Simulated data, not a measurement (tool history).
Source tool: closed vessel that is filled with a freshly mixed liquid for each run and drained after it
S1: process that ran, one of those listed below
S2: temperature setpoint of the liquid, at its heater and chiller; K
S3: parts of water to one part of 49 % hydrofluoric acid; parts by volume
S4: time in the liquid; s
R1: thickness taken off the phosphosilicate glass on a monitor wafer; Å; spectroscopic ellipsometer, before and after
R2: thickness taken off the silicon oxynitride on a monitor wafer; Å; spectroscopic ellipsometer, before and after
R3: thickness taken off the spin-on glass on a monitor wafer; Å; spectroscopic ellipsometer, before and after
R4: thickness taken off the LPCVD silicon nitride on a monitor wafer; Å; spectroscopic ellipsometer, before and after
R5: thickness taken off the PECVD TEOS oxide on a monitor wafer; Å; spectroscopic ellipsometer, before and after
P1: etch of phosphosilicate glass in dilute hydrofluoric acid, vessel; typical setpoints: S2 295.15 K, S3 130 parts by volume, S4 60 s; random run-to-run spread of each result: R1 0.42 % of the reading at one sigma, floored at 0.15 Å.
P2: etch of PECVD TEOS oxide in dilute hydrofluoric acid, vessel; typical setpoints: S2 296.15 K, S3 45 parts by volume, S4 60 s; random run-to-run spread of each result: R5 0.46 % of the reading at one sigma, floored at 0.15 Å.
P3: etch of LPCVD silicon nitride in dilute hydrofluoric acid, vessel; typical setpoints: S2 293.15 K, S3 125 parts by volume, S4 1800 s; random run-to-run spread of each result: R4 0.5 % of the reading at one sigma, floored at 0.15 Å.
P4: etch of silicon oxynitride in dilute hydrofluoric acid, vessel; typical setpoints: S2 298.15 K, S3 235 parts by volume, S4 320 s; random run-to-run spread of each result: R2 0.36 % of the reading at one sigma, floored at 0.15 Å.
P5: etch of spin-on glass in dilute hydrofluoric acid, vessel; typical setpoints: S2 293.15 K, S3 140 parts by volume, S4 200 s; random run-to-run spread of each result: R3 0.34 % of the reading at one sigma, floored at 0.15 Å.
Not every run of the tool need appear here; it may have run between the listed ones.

Run 1, hour 8.0: S1 P1, S2 295.15 K, S3 130 parts by volume, S4 60 s. Result: R1 311.03 Å.
Run 2, hour 17.0: S1 P4, S2 298.15 K, S3 235 parts by volume, S4 320 s. Result: R2 59.319 Å.
Run 3, hour 31.0: S1 P1, S2 295.15 K, S3 130 parts by volume, S4 60 s. Result: R1 313.05 Å.
Run 4, hour 43.2: S1 P5, S2 293.15 K, S3 140 parts by volume, S4 200 s. Result: R3 607.99 Å.
Run 5, hour 56.9: S1 P3, S2 293.15 K, S3 125 parts by volume, S4 2820 s. Result: R4 97.858 Å.
Run 6, hour 69.0: S1 P5, S2 290.15 K, S3 140 parts by volume, S4 200 s. Result: R3 533.47 Å.
Run 7, hour 78.0: S1 P3, S2 293.15 K, S3 30 parts by volume, S4 1800 s. Result: R4 248.580 Å.
Run 8, hour 88.2: S1 P3, S2 290.15 K, S3 125 parts by volume, S4 1800 s. Result: R4 51.090 Å.
Run 9, hour 101.9: S1 P1, S2 295.15 K, S3 180 parts by volume, S4 60 s. Result: R1 214.25 Å.
Run 10, hour 111.6: S1 P1, S2 295.15 K, S3 25 parts by volume, S4 60 s. Result: R1 1853.70 Å.
Run 11, hour 118.5: S1 P4, S2 298.15 K, S3 235 parts by volume, S4 90 s. Result: R2 16.969 Å.
Run 12, hour 125.9: S1 P1, S2 303.15 K, S3 130 parts by volume, S4 60 s. Result: R1 420.10 Å.
Run 13, hour 139.3: S1 P1, S2 295.15 K, S3 130 parts by volume, S4 60 s. Result: R1 312.26 Å.
Run 14, hour 152.9: S1 P2, S2 301.15 K, S3 45 parts by volume, S4 60 s. Result: R5 414.89 Å.
Run 15, hour 162.1: S1 P5, S2 293.15 K, S3 140 parts by volume, S4 375 s. Result: R3 1137.00 Å.
Run 16, hour 170.5: S1 P4, S2 303.15 K, S3 235 parts by volume, S4 320 s. Result: R2 72.681 Å.
At hour 176.2: hydrofluoric acid flow meter replaced.
Run 17, hour 179.8: S1 P1, S2 295.15 K, S3 130 parts by volume, S4 60 s. Result: R1 314.06 Å.
Run 18, hour 186.8: S1 P3, S2 293.15 K, S3 125 parts by volume, S4 1800 s. Result: R4 63.004 Å.
Run 19, hour 199.5: S1 P1, S2 295.15 K, S3 130 parts by volume, S4 105 s. Result: R1 545.71 Å.
Run 20, hour 212.9: S1 P2, S2 296.15 K, S3 60 parts by volume, S4 60 s. Result: R5 249.90 Å.
Run 21, hour 224.4: S1 P2, S2 296.15 K, S3 45 parts by volume, S4 60 s. Result: R5 337.74 Å.
Run 22, hour 232.1: S1 P3, S2 293.15 K, S3 125 parts by volume, S4 1800 s. Result: R4 61.972 Å.
Run 23, hour 246.7: S1 P2, S2 296.15 K, S3 45 parts by volume, S4 30 s. Result: R5 172.19 Å.
Run 24, hour 254.0: S1 P1, S2 295.15 K, S3 130 parts by volume, S4 30 s. Result: R1 156.75 Å.
Run 25, hour 263.9: S1 P1, S2 290.15 K, S3 130 parts by volume, S4 60 s. Result: R1 255.51 Å.
Run 26, hour 271.9: S1 P4, S2 298.15 K, S3 75 parts by volume, S4 320 s. Result: R2 209.920 Å.
Run 27, hour 282.9: S1 P1, S2 290.15 K, S3 35 parts by volume, S4 60 s. Result: R1 1053.90 Å.
Run 28, hour 292.8: S1 P5, S2 293.15 K, S3 80 parts by volume, S4 200 s. Result: R3 1134.10 Å.
Run 29, hour 299.5: S1 P1, S2 295.15 K, S3 130 parts by volume, S4 60 s. Result: R1 313.70 Å.
Run 30, hour 307.8: S1 P1, S2 295.15 K, S3 130 parts by volume, S4 60 s. Result: R1 321.72 Å.
Run 31, hour 322.7: S1 P1, S2 295.15 K, S3 130 parts by volume, S4 60 s. Result: R1 328.60 Å.
Run 32, hour 336.9: S1 P1, S2 295.15 K, S3 130 parts by volume, S4 60 s. Result: R1 336.12 Å.
Run 33, hour 345.7: S1 P1, S2 295.15 K, S3 130 parts by volume, S4 60 s. Result: R1 336.33 Å.
Run 34, hour 359.6: S1 P1, S2 295.15 K, S3 130 parts by volume, S4 60 s. Result: R1 337.53 Å.
Run 35, hour 373.7: S1 P1, S2 295.15 K, S3 130 parts by volume, S4 60 s. Result: R1 341.12 Å.
Run 36, hour 387.7: S1 P1, S2 295.15 K, S3 130 parts by volume, S4 60 s. Result: R1 342.37 Å.

What does the tool deliver on the next run?
Run 37, hour 395.4: S1 P1, S2 295.15 K, S3 130 parts by volume, S4 60 s. Result: R1 ?.

Run 37 produced R1 340.98 Å.
